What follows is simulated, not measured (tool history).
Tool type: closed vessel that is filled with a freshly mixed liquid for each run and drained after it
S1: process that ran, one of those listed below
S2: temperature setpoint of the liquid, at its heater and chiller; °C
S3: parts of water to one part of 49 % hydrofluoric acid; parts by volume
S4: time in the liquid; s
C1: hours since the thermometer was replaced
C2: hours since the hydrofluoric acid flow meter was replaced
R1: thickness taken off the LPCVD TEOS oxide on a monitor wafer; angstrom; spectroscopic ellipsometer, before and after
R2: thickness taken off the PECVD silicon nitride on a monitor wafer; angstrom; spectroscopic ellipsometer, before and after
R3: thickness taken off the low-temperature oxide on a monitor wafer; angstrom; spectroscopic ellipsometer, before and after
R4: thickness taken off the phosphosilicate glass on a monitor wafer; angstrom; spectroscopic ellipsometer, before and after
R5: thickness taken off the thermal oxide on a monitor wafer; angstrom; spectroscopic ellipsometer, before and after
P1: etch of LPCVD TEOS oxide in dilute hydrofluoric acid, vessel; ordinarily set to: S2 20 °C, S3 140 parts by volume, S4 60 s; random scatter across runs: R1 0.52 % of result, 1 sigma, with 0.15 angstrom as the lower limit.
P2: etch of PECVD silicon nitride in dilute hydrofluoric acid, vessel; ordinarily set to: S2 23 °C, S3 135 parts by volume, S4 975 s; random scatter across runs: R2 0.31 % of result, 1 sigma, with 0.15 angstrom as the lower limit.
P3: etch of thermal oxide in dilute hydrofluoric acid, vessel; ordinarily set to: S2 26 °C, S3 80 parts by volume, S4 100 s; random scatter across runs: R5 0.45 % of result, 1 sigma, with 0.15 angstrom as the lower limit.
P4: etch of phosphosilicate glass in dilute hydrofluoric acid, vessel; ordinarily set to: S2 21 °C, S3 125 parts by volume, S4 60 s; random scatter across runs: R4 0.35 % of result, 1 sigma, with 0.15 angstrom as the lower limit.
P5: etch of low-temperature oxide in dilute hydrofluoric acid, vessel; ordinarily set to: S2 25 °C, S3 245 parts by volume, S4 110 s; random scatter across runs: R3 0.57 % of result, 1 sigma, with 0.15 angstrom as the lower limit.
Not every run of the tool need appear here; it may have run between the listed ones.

| run | hour | S1 | S2 | S3 | S4 | C1 | C2 | R1 | R2 | R3 | R4 | R5 |
|---|---|---|---|---|---|---|---|---|---|---|---|---|
| 1 | 11.6 | P1 | 20 | 140 | 60 | 666.3 | 529.5 | 59.916 |  |  |  |  |
| 2 | 19.3 | P1 | 20 | 140 | 30 | 674.0 | 537.2 | 29.772 |  |  |  |  |
| 3 | 35.3 | P1 | 20 | 35 | 60 | 690.0 | 553.2 | 266.520 |  |  |  |  |
| 4 | 46.0 | P2 | 17 | 135 | 975 | 700.7 | 563.9 |  | 259.51 |  |  |  |
| 5 | 53.3 | P1 | 17 | 140 | 100 | 708.0 | 571.2 | 87.630 |  |  |  |  |
| 6 | 69.2 | P5 | 30 | 245 | 110 | 723.9 | 587.1 |  |  | 57.085 |  |  |
|  | 76.4 | thermometer replaced |
| 7 | 76.5 | P1 | 17 | 140 | 60 | 0.1 | 594.4 | 52.102 |  |  |  |  |
| 8 | 87.1 | P5 | 25 | 245 | 30 | 10.7 | 605.0 |  |  | 12.698 |  |  |
| 9 | 96.7 | P4 | 17 | 125 | 60 | 20.3 | 614.6 |  |  |  | 692.36 |  |
| 10 | 108.9 | P5 | 25 | 245 | 110 | 32.5 | 626.8 |  |  | 48.015 |  |  |
| 11 | 121.2 | P1 | 20 | 140 | 60 | 44.8 | 639.1 | 59.992 |  |  |  |  |
| 12 | 130.5 | P1 | 20 | 250 | 60 | 54.1 | 648.4 | 30.153 |  |  |  |  |
| 13 | 145.4 | P2 | 23 | 135 | 390 | 69.0 | 663.3 |  | 154.89 |  |  |  |
| 14 | 158.0 | P3 | 26 | 80 | 100 | 81.6 | 675.9 |  |  |  |  | 64.327 |
| 15 | 165.9 | P3 | 26 | 80 | 100 | 89.5 | 683.8 |  |  |  |  | 64.426 |
| 16 | 178.9 | P3 | 26 | 80 | 30 | 102.5 | 696.8 |  |  |  |  | 19.534 |
| 17 | 193.1 | P1 | 20 | 140 | 60 | 116.7 | 711.0 | 59.367 |  |  |  |  |
| 18 | 203.8 | P5 | 25 | 375 | 110 | 127.4 | 721.7 |  |  | 27.570 |  |  |
| 19 | 215.7 | P2 | 23 | 35 | 975 | 139.3 | 733.6 |  | 1465.90 |  |  |  |
| 20 | 229.0 | P1 | 20 | 85 | 30 | 152.6 | 746.9 | 51.656 |  |  |  |  |
| 21 | 242.7 | P1 | 20 | 140 | 115 | 166.3 | 760.6 | 114.550 |  |  |  |  |

For run 22, what comes out?
| 22 | 253.9 | P1 | 20 | 90 | 95 | 177.5 | 771.8 | ? |  |  |  |  |

{"run 22": {"R1": 155.35}}
